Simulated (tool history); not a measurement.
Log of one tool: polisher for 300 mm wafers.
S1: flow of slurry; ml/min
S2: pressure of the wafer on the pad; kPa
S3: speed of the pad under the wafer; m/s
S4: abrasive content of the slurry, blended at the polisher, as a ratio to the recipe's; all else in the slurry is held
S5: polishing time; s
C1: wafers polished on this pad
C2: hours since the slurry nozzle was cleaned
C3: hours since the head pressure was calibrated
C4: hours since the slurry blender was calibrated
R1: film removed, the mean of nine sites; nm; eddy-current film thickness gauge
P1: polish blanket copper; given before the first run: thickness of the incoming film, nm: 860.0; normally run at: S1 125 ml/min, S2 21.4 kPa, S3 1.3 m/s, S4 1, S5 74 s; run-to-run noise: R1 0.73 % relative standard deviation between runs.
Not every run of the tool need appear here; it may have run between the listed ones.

{"run": 1, "hour": 5.8, "S1": 125, "S2": 21.4, "S3": 1.3, "S4": 1, "S5": 74, "C1": 510, "C2": 79.4, "C3": 346.4, "C4": 58.1, "R1": 349.36}
{"run": 2, "hour": 12.0, "S1": 125, "S2": 21.4, "S3": 1.3, "S4": 1, "S5": 74, "C1": 593, "C2": 85.6, "C3": 352.6, "C4": 64.3, "R1": 355.13}
{"run": 3, "hour": 17.5, "S1": 125, "S2": 21.4, "S3": 1.8, "S4": 1, "S5": 74, "C1": 666, "C2": 91.1, "C3": 358.1, "C4": 69.8, "R1": 486.97}
{"run": 4, "hour": 23.0, "S1": 125, "S2": 9.7, "S3": 1.3, "S4": 1, "S5": 74, "C1": 739, "C2": 96.6, "C3": 363.6, "C4": 75.3, "R1": 158.21}
{"run": 5, "hour": 26.1, "S1": 125, "S2": 21.4, "S3": 1.3, "S4": 1, "S5": 74, "C1": 781, "C2": 99.7, "C3": 366.7, "C4": 78.4, "R1": 349.74}
{"run": 6, "hour": 31.6, "S1": 125, "S2": 33.8, "S3": 1.3, "S4": 1, "S5": 74, "C1": 854, "C2": 105.2, "C3": 372.2, "C4": 83.9, "R1": 564.2}
{"hour": 33.8, "done": "slurry blender recalibrated"}
{"hour": 34.7, "done": "worn pad replaced by a new one"}
{"run": 7, "hour": 36.6, "S1": 125, "S2": 21.4, "S3": 1.3, "S4": 1, "S5": 46, "C1": 25, "C2": 110.2, "C3": 377.2, "C4": 2.8, "R1": 223.25}
{"run": 8, "hour": 42.9, "S1": 125, "S2": 29, "S3": 1.3, "S4": 1, "S5": 33, "C1": 109, "C2": 116.5, "C3": 383.5, "C4": 9.1, "R1": 213.67}
{"run": 9, "hour": 46.6, "S1": 125, "S2": 21.4, "S3": 1.3, "S4": 1, "S5": 74, "C1": 158, "C2": 120.2, "C3": 387.2, "C4": 12.8, "R1": 356.33}
{"run": 10, "hour": 49.8, "S1": 190, "S2": 21.4, "S3": 1.3, "S4": 1, "S5": 34, "C1": 201, "C2": 123.4, "C3": 390.4, "C4": 16, "R1": 175.49}
{"run": 11, "hour": 53.0, "S1": 125, "S2": 21.4, "S3": 1.3, "S4": 1, "S5": 104, "C1": 244, "C2": 126.6, "C3": 393.6, "C4": 19.2, "R1": 498.22}
{"run": 12, "hour": 58.9, "S1": 125, "S2": 21.4, "S3": 1.3, "S4": 0.55, "S5": 74, "C1": 322, "C2": 132.5, "C3": 399.5, "C4": 25.1, "R1": 310.9}
{"run": 13, "hour": 63.5, "S1": 75, "S2": 21.4, "S3": 1.3, "S4": 1, "S5": 74, "C1": 383, "C2": 137.1, "C3": 404.1, "C4": 29.7, "R1": 313.47}
{"run": 14, "hour": 68.3, "S1": 125, "S2": 21.4, "S3": 1.3, "S4": 1.3, "S5": 74, "C1": 447, "C2": 141.9, "C3": 408.9, "C4": 34.5, "R1": 375.42}
{"run": 15, "hour": 72.2, "S1": 125, "S2": 16.5, "S3": 1.7, "S4": 1, "S5": 74, "C1": 499, "C2": 145.8, "C3": 412.8, "C4": 38.4, "R1": 358.51}
{"run": 16, "hour": 75.4, "S1": 125, "S2": 21.4, "S3": 0.76, "S4": 1, "S5": 74, "C1": 542, "C2": 149, "C3": 416, "C4": 41.6, "R1": 204.73}
{"run": 17, "hour": 82.0, "S1": 125, "S2": 21.4, "S3": 1.3, "S4": 1, "S5": 74, "C1": 630, "C2": 155.6, "C3": 422.6, "C4": 48.2, "R1": 358.34}
{"run": 18, "hour": 86.6, "S1": 180, "S2": 21.4, "S3": 1.3, "S4": 1, "S5": 74, "C1": 691, "C2": 160.2, "C3": 427.2, "C4": 52.8, "R1": 376.8}
{"run": 19, "hour": 89.8, "S1": 125, "S2": 21.4, "S3": 1.3, "S4": 1, "S5": 74, "C1": 733, "C2": 163.4, "C3": 430.4, "C4": 56, "R1": 349.68}
{"run": 20, "hour": 93.0, "S1": 125, "S2": 21.4, "S3": 1.3, "S4": 1, "S5": 74, "C1": 776, "C2": 166.6, "C3": 433.6, "C4": 59.2, "R1": 353.31}
{"run": 21, "hour": 99.7, "S1": 125, "S2": 21.4, "S3": 1.3, "S4": 1, "S5": 74, "C1": 865, "C2": 173.3, "C3": 440.3, "C4": 65.9, "R1": 343.38}
{"run": 22, "hour": 104.2, "S1": 125, "S2": 21.4, "S3": 1.3, "S4": 1, "S5": 74, "C1": 925, "C2": 177.8, "C3": 444.8, "C4": 70.4, "R1": 340.28}
{"run": 23, "hour": 110.0, "S1": 125, "S2": 21.4, "S3": 1.3, "S4": 1, "S5": 74, "C1": 1002, "C2": 183.6, "C3": 450.6, "C4": 76.2, "R1": 333.42}
{"run": 24, "hour": 113.0, "S1": 125, "S2": 21.4, "S3": 1.3, "S4": 1, "S5": 74, "C1": 1042, "C2": 186.6, "C3": 453.6, "C4": 79.2, "R1": 330.93}

Expected results for the next run?
{"run": 25, "hour": 117.4, "S1": 125, "S2": 21.4, "S3": 1.3, "S4": 1, "S5": 74, "C1": 1101, "C2": 191, "C3": 458, "C4": 83.6, "R1": "?"}

For run 25 the tool returned R1 330.18 nm.

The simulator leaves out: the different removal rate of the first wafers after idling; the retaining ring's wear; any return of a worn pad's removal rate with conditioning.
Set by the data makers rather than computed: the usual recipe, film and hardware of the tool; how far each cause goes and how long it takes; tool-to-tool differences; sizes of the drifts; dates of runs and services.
